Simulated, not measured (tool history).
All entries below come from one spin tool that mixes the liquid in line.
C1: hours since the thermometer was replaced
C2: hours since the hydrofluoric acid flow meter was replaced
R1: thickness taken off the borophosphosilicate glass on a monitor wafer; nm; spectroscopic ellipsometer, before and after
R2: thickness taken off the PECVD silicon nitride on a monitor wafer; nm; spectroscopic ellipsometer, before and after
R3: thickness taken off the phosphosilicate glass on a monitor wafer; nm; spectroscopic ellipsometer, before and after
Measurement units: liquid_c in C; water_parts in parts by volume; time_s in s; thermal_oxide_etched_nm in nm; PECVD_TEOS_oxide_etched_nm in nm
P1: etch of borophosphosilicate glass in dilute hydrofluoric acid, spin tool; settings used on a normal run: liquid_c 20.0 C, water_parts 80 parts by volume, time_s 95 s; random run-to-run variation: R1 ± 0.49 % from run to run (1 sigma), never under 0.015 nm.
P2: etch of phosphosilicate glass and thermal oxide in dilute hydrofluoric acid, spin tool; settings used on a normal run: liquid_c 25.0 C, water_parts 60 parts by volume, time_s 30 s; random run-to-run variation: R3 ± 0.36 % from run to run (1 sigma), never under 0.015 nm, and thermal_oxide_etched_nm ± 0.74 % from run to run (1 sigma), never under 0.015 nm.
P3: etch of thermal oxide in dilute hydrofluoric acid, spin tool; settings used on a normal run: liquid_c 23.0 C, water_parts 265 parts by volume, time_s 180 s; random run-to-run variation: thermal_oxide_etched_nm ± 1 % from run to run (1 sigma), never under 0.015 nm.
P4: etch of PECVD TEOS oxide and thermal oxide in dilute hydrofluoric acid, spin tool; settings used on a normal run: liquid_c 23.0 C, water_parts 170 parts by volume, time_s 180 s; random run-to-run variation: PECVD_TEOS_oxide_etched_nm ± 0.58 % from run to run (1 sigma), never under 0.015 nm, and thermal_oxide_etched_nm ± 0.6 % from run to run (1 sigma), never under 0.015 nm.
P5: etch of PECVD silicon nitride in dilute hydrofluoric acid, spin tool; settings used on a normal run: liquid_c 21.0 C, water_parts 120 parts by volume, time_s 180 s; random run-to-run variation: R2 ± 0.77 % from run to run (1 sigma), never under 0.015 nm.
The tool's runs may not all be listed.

{"run": 1, "hour": 7.7, "process": "P1", "liquid_c": 20.0, "water_parts": 80, "time_s": 95, "C1": 569.3, "C2": 651.8, "R1": 25.736}
{"run": 2, "hour": 16.6, "process": "P1", "liquid_c": 20.0, "water_parts": 80, "time_s": 15, "C1": 578.2, "C2": 660.7, "R1": 4.125}
{"run": 3, "hour": 26.8, "process": "P5", "liquid_c": 21.0, "water_parts": 220, "time_s": 180, "C1": 588.4, "C2": 670.9, "R2": 1.7382}
{"run": 4, "hour": 33.6, "process": "P1", "liquid_c": 20.0, "water_parts": 80, "time_s": 95, "C1": 595.2, "C2": 677.7, "R1": 25.922}
{"run": 5, "hour": 39.3, "process": "P1", "liquid_c": 20.0, "water_parts": 80, "time_s": 95, "C1": 600.9, "C2": 683.4, "R1": 25.622}
{"run": 6, "hour": 49.9, "process": "P2", "liquid_c": 25.0, "water_parts": 60, "time_s": 30, "C1": 611.5, "C2": 694.0, "R3": 43.966, "thermal_oxide_etched_nm": 2.7281}
{"run": 7, "hour": 57.3, "process": "P1", "liquid_c": 20.0, "water_parts": 80, "time_s": 95, "C1": 618.9, "C2": 701.4, "R1": 25.898}
{"run": 8, "hour": 68.0, "process": "P1", "liquid_c": 20.0, "water_parts": 130, "time_s": 95, "C1": 629.6, "C2": 712.1, "R1": 15.043}
{"run": 9, "hour": 79.9, "process": "P1", "liquid_c": 20.0, "water_parts": 35, "time_s": 165, "C1": 641.5, "C2": 724.0, "R1": 107.96}
{"run": 10, "hour": 88.3, "process": "P4", "liquid_c": 23.0, "water_parts": 170, "time_s": 85, "C1": 649.9, "C2": 732.4, "thermal_oxide_etched_nm": 2.015, "PECVD_TEOS_oxide_etched_nm": 7.1917}
{"run": 11, "hour": 98.0, "process": "P5", "liquid_c": 21.0, "water_parts": 120, "time_s": 180, "C1": 659.6, "C2": 742.1, "R2": 3.1654}
{"run": 12, "hour": 109.9, "process": "P4", "liquid_c": 23.0, "water_parts": 170, "time_s": 180, "C1": 671.5, "C2": 754.0, "thermal_oxide_etched_nm": 4.2733, "PECVD_TEOS_oxide_etched_nm": 15.443}
{"run": 13, "hour": 117.3, "process": "P4", "liquid_c": 23.0, "water_parts": 80, "time_s": 180, "C1": 678.9, "C2": 761.4, "thermal_oxide_etched_nm": 10.004, "PECVD_TEOS_oxide_etched_nm": 36.5}
{"run": 14, "hour": 123.8, "process": "P1", "liquid_c": 20.0, "water_parts": 40, "time_s": 95, "C1": 685.4, "C2": 767.9, "R1": 54.096}
{"run": 15, "hour": 134.4, "process": "P1", "liquid_c": 27.5, "water_parts": 80, "time_s": 95, "C1": 696.0, "C2": 778.5, "R1": 34.951}
{"run": 16, "hour": 146.7, "process": "P4", "liquid_c": 23.0, "water_parts": 170, "time_s": 180, "C1": 708.3, "C2": 790.8, "thermal_oxide_etched_nm": 4.2568, "PECVD_TEOS_oxide_etched_nm": 15.501}
{"run": 17, "hour": 157.8, "process": "P2", "liquid_c": 25.0, "water_parts": 20, "time_s": 30, "C1": 719.4, "C2": 801.9, "R3": 138.46, "thermal_oxide_etched_nm": 8.7748}
{"run": 18, "hour": 170.5, "process": "P5", "liquid_c": 17.0, "water_parts": 120, "time_s": 180, "C1": 732.1, "C2": 814.6, "R2": 2.3668}
{"hour": 179.0, "done": "thermometer replaced"}
{"run": 19, "hour": 182.8, "process": "P2", "liquid_c": 19.0, "water_parts": 60, "time_s": 30, "C1": 3.8, "C2": 826.9, "R3": 34.393, "thermal_oxide_etched_nm": 2.1393}
{"run": 20, "hour": 192.3, "process": "P5", "liquid_c": 21.0, "water_parts": 120, "time_s": 15, "C1": 13.3, "C2": 836.4, "R2": 0.2763}
{"run": 21, "hour": 201.5, "process": "P1", "liquid_c": 17.0, "water_parts": 80, "time_s": 95, "C1": 22.5, "C2": 845.6, "R1": 22.99}
{"run": 22, "hour": 214.2, "process": "P1", "liquid_c": 20.0, "water_parts": 80, "time_s": 140, "C1": 35.2, "C2": 858.3, "R1": 37.831}
{"run": 23, "hour": 224.3, "process": "P3", "liquid_c": 23.0, "water_parts": 265, "time_s": 180, "C1": 45.3, "C2": 868.4, "thermal_oxide_etched_nm": 2.7597}
{"run": 24, "hour": 234.9, "process": "P3", "liquid_c": 23.0, "water_parts": 265, "time_s": 345, "C1": 55.9, "C2": 879.0, "thermal_oxide_etched_nm": 5.2005}
{"run": 25, "hour": 244.5, "process": "P3", "liquid_c": 17.0, "water_parts": 265, "time_s": 180, "C1": 65.5, "C2": 888.6, "thermal_oxide_etched_nm": 2.1962}
{"run": 26, "hour": 255.2, "process": "P4", "liquid_c": 30.5, "water_parts": 170, "time_s": 180, "C1": 76.2, "C2": 899.3, "thermal_oxide_etched_nm": 5.6291, "PECVD_TEOS_oxide_etched_nm": 20.328}
{"run": 27, "hour": 266.1, "process": "P1", "liquid_c": 26.5, "water_parts": 140, "time_s": 95, "C1": 87.1, "C2": 910.2, "R1": 17.843}
{"run": 28, "hour": 273.2, "process": "P3", "liquid_c": 23.0, "water_parts": 70, "time_s": 180, "C1": 94.2, "C2": 917.3, "thermal_oxide_etched_nm": 12.793}
{"run": 29, "hour": 280.1, "process": "P2", "liquid_c": 25.0, "water_parts": 60, "time_s": 60, "C1": 101.1, "C2": 924.2, "R3": 87.561, "thermal_oxide_etched_nm": 5.3924}
{"run": 30, "hour": 290.7, "process": "P1", "liquid_c": 20.0, "water_parts": 80, "time_s": 95, "C1": 111.7, "C2": 934.8, "R1": 25.835}
{"run": 31, "hour": 297.1, "process": "P1", "liquid_c": 20.0, "water_parts": 80, "time_s": 95, "C1": 118.1, "C2": 941.2, "R1": 25.353}
{"run": 32, "hour": 305.4, "process": "P1", "liquid_c": 20.0, "water_parts": 80, "time_s": 95, "C1": 126.4, "C2": 949.5, "R1": 24.997}
{"run": 33, "hour": 311.9, "process": "P1", "liquid_c": 20.0, "water_parts": 80, "time_s": 95, "C1": 132.9, "C2": 956.0, "R1": 24.499}
{"run": 34, "hour": 323.7, "process": "P1", "liquid_c": 20.0, "water_parts": 80, "time_s": 95, "C1": 144.7, "C2": 967.8, "R1": 24.552}
{"run": 35, "hour": 333.2, "process": "P1", "liquid_c": 20.0, "water_parts": 80, "time_s": 95, "C1": 154.2, "C2": 977.3, "R1": 24.373}
{"run": 36, "hour": 345.1, "process": "P1", "liquid_c": 20.0, "water_parts": 80, "time_s": 95, "C1": 166.1, "C2": 989.2, "R1": 24.049}
{"run": 37, "hour": 352.9, "process": "P1", "liquid_c": 20.0, "water_parts": 80, "time_s": 95, "C1": 173.9, "C2": 997.0, "R1": 24.01}
{"run": 38, "hour": 365.7, "process": "P1", "liquid_c": 20.0, "water_parts": 80, "time_s": 95, "C1": 186.7, "C2": 1009.8, "R1": 24.129}
{"run": 39, "hour": 371.5, "process": "P1", "liquid_c": 20.0, "water_parts": 80, "time_s": 95, "C1": 192.5, "C2": 1015.6, "R1": 23.884}
{"run": 40, "hour": 380.1, "process": "P1", "liquid_c": 20.0, "water_parts": 80, "time_s": 95, "C1": 201.1, "C2": 1024.2, "R1": 23.943}

What P1 gives has crept off from where it sat before. The 2 causes that follow fit the log equally well, each at the size noted:
A: liquid colder than its thermometer reads (K) = 1.82
B: hydrofluoric acid flow below the setpoint (%) = 6.71
The process output started creeping at around hour 290.7.

Which of the 4 check runs listed below, each an average over 5 wafers with its results shown as question marks, gives clearly different results under the different listed causes?
{"run": "check 1", "hour": 388.7, "process": "P5", "liquid_c": 17.0, "water_parts": 120, "time_s": 75, "R2": "?"}
{"run": "check 2", "hour": 388.7, "process": "P4", "liquid_c": 23.0, "water_parts": 90, "time_s": 180, "thermal_oxide_etched_nm": "?", "PECVD_TEOS_oxide_etched_nm": "?"}
{"run": "check 3", "hour": 388.7, "process": "P2", "liquid_c": 25.0, "water_parts": 30, "time_s": 50, "R3": "?", "thermal_oxide_etched_nm": "?"}
{"run": "check 4", "hour": 388.7, "process": "P3", "liquid_c": 17.5, "water_parts": 85, "time_s": 180, "thermal_oxide_etched_nm": "?"}

Expected result of each check under each candidate cause:
check=check_1 result=R2 if_A=0.86983 if_B=0.92355
check=check_2 result=thermal_oxide_etched_nm if_A=8.1721 if_B=8.1445
check=check_2 result=PECVD_TEOS_oxide_etched_nm if_A=29.7210 if_B=29.6200
check=check_3 result=R3 if_A=140.720 if_B=141.230
check=check_3 result=thermal_oxide_etched_nm if_A=8.8276 if_B=8.8593
check=check_4 result=thermal_oxide_etched_nm if_A=7.6359 if_B=7.6495
Gap, in per cent, between the two causes that each check separates least, read from the result that separates them most: check 1 5.99 %; check 2 0.34 %; check 3 0.36 %; check 4 0.18 %
Only in check 1 would the causes give clearly different results; in the remaining checks their results would be nearly the same.

Check 1 has now been run. It gave: R2 0.91166 nm. Which of the candidate causes is it?

It is B: hydrofluoric acid flow below the setpoint (%).
